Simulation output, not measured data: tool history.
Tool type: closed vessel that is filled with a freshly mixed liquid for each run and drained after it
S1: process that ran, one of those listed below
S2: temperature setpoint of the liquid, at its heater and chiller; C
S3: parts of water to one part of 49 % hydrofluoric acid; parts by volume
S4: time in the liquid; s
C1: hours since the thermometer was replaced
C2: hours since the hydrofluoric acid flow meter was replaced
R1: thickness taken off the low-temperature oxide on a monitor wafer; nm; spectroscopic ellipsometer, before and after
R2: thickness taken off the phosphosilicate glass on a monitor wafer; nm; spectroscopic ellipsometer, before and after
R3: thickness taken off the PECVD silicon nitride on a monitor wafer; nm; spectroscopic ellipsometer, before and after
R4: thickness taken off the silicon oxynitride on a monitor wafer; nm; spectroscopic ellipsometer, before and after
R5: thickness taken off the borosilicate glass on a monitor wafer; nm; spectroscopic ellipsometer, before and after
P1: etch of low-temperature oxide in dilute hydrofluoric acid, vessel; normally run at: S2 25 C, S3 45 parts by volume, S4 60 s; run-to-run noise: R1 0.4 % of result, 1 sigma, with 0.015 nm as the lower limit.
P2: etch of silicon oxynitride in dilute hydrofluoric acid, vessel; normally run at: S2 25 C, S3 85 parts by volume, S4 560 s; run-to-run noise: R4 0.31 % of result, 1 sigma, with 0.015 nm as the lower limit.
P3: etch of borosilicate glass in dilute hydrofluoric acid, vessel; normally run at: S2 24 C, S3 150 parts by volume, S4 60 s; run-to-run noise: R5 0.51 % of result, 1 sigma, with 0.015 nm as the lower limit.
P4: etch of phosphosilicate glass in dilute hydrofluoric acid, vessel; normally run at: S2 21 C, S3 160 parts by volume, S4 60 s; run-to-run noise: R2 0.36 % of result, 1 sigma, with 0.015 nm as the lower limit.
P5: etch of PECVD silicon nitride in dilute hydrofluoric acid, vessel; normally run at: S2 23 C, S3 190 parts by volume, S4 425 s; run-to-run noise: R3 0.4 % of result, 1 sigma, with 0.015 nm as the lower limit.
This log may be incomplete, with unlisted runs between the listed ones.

| run | hour | S1 | S2 | S3 | S4 | C1 | C2 | R1 | R2 | R3 | R4 | R5 |
|---|---|---|---|---|---|---|---|---|---|---|---|---|
| 1 | 8.3 | P1 | 25 | 45 | 60 | 408.3 | 580 | 33.856 |  |  |  |  |
| 2 | 18.5 | P1 | 17 | 45 | 60 | 418.5 | 590.2 | 24.418 |  |  |  |  |
| 3 | 31.6 | P4 | 17 | 160 | 60 | 431.6 | 603.3 |  | 53.109 |  |  |  |
| 4 | 47.1 | P5 | 18.5 | 190 | 425 | 447.1 | 618.8 |  |  | 4.7699 |  |  |
| 5 | 56.8 | P1 | 25 | 45 | 60 | 456.8 | 628.5 | 34.192 |  |  |  |  |
| 6 | 74 | P5 | 23 | 50 | 425 | 474 | 645.7 |  |  | 23.449 |  |  |
| 7 | 85.4 | P1 | 25 | 45 | 60 | 485.4 | 657.1 | 34.239 |  |  |  |  |
| 8 | 93.5 | P4 | 21 | 245 | 60 | 493.5 | 665.2 |  | 37.246 |  |  |  |
| 9 | 108.5 | P1 | 18.5 | 20 | 60 | 508.5 | 680.2 | 60.818 |  |  |  |  |
| 10 | 118.5 | P2 | 25 | 85 | 560 | 518.5 | 690.2 |  |  |  | 16.415 |  |
| 11 | 130.3 | P4 | 21 | 160 | 35 | 530.3 | 702 |  | 36.336 |  |  |  |
| 12 | 146.5 | P1 | 25 | 20 | 60 | 546.5 | 718.2 | 79.321 |  |  |  |  |
| 13 | 163 | P1 | 25 | 45 | 60 | 563 | 734.7 | 34.205 |  |  |  |  |
| 14 | 173.1 | P1 | 25 | 45 | 105 | 573.1 | 744.8 | 59.501 |  |  |  |  |
| 15 | 189.7 | P5 | 23 | 190 | 120 | 589.7 | 761.4 |  |  | 1.7917 |  |  |
| 16 | 201.9 | P2 | 25 | 140 | 560 | 601.9 | 773.6 |  |  |  | 9.5527 |  |
| 17 | 214.6 | P3 | 17 | 150 | 60 | 614.6 | 786.3 |  |  |  |  | 10.345 |
| 18 | 226.5 | P1 | 25 | 45 | 60 | 626.5 | 798.2 | 34.164 |  |  |  |  |
| 19 | 243.7 | P3 | 24 | 25 | 60 | 643.7 | 815.4 |  |  |  |  | 94.937 |
| 20 | 259.6 | P4 | 21 | 160 | 60 | 659.6 | 831.3 |  | 62.352 |  |  |  |
| 21 | 271.4 | P3 | 24 | 150 | 60 | 671.4 | 843.1 |  |  |  |  | 13.504 |
| 22 | 285.1 | P2 | 18.5 | 85 | 560 | 685.1 | 856.8 |  |  |  | 11.92 |  |
| 23 | 301.5 | P1 | 25 | 70 | 85 | 701.5 | 873.2 | 30.107 |  |  |  |  |
| 24 | 316.6 | P1 | 25 | 45 | 30 | 716.6 | 888.3 | 17.057 |  |  |  |  |
| 25 | 329.5 | P4 | 21 | 160 | 60 | 729.5 | 901.2 |  | 62.435 |  |  |  |
| 26 | 342.5 | P1 | 25 | 75 | 60 | 742.5 | 914.2 | 19.661 |  |  |  |  |
| 27 | 353.9 | P2 | 25 | 85 | 30 | 753.9 | 925.6 |  |  |  | 0.91364 |  |
| 28 | 366.5 | P3 | 24 | 150 | 120 | 766.5 | 938.2 |  |  |  |  | 27.105 |
| 29 | 375.6 | P2 | 25 | 85 | 560 | 775.6 | 947.3 |  |  |  | 16.387 |  |
| 30 | 384 | P1 | 29.5 | 45 | 60 | 784 | 955.7 | 40.825 |  |  |  |  |
| 31 | 394.3 | P5 | 23 | 190 | 425 | 794.3 | 966 |  |  | 6.317 |  |  |
| 32 | 410.9 | P1 | 25 | 45 | 60 | 810.9 | 982.6 | 34.241 |  |  |  |  |
| 33 | 422.3 | P1 | 25 | 45 | 60 | 822.3 | 994 | 35.226 |  |  |  |  |
| 34 | 435.7 | P1 | 25 | 45 | 60 | 835.7 | 1007.4 | 35.428 |  |  |  |  |
| 35 | 448.8 | P1 | 25 | 45 | 60 | 848.8 | 1020.5 | 36.11 |  |  |  |  |
| 36 | 464.6 | P1 | 25 | 45 | 60 | 864.6 | 1036.3 | 36.503 |  |  |  |  |

What will run 37 give?
| 37 | 482 | P1 | 25 | 45 | 60 | 882 | 1053.7 | ? |  |  |  |  |

{"run 37": {"R1": 36.379}}

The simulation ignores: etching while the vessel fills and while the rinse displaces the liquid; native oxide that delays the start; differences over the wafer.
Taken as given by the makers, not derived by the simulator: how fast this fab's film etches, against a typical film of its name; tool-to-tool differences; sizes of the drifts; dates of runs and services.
